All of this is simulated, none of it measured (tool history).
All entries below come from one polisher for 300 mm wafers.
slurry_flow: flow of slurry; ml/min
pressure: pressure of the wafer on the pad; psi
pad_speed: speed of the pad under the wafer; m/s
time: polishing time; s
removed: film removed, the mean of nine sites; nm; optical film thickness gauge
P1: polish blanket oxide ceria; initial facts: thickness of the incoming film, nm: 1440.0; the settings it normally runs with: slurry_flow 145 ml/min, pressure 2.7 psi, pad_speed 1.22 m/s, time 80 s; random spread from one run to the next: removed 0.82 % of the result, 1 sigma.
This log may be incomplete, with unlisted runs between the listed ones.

run     day  slurry_flow  pressure  pad_speed  time  removed
  1   0.512          145       2.7       1.22    80   414.28
  2   0.975          145       2.7       1.88    80   630.09
  3   1.404           85       1.9       1.22    80   257.69
  4   1.846          145       2.7       1.22   114   596.82
  5   2.162          145       2.7       1.22    80   412.83
  6   2.583          185       2.7       1.22    80   429.52
  7   2.988          145       2.7       0.88    80   296.42
  8   3.304          145       2.7       1.22    80   410.04
  9   3.879          145       2.7       1.22    38   197.79
 10   4.346          145       2.7       1.22    80   415.45
 11   4.871          145       2.7       1.22    80   411.34
 12   5.412          145       2.7       1.22    80   411.77
 13   5.779           85       2.7       1.22    80   364.59
 14   6.192          105       2.7       0.68    80   214.75
 15   6.521          145         2       1.22    80    304.9
 16   7.033          145       3.6       1.22    80   554.64
 17   7.338          145       2.7       1.22    80   409.44
 18   7.775          145       2.7       1.22    80   410.55
 19   8.204          145       2.7       1.22    80   403.04
 20   8.638          145       2.7       1.22    80   387.52
 21   9.088          145       2.7       1.22    80   381.39
 22   9.571          145       2.7       1.22    80   386.33
 23  10.046          145       2.7       1.22    80   376.78
 24  10.633          145       2.7       1.22    80   372.72
 25  10.912          145       2.7       1.22    80   371.17
     11.425  -- worn pad replaced by a new one
 26  11.492          145       2.7       1.22    80   375.47
 27  11.921          145       2.7       1.22    80    369.3
 28  12.479          145       2.7       1.22    80    374.2
 29  12.975          145       2.7       1.22    80   371.71

The output of P1 has drifted from where it used to be. Each of the 2 causes below, taken at the size shown beside it, accounts for the log equally well:
A: slurry flow missing at the pad, % = 38.1
B: head's pressure below its setpoint, % = 10.2
Onset of the creep was near day 7.775.
Excluded causes, each with its reason:
removal rate lost through wear of the pad, %: its service at day 11.425 followed the start of the drift and did not put the process back to its old value

Each of the 4 check runs below uses one wafer; its results are left as question marks. Which run tells the causes apart?
check 1  13.471           85       2.7       1.22   108        ?
check 2  13.471          145       2.7       0.96    80        ?
check 3  13.471          145       2.7       1.86    53        ?
check 4  13.471          145       2.7       1.22   104        ?

Check results expected under each cause:
  check   result    if A    if B
check 1  removed  415.37   442.5
check 2  removed  291.68  291.81
check 3  removed   374.4  374.56
check 4  removed  481.88  482.09
Distance between the nearest two causes, measured in the result of the check that separates them most: check 1 6.33 %; check 2 0.04 %; check 3 0.04 %; check 4 0.04 %
Only check 1 tells the causes apart: in the others they would give nearly the same result.

Here is what check 1 returned: removed 445.99 nm. Which cause is it?

The cause is B: head's pressure below its setpoint, %.
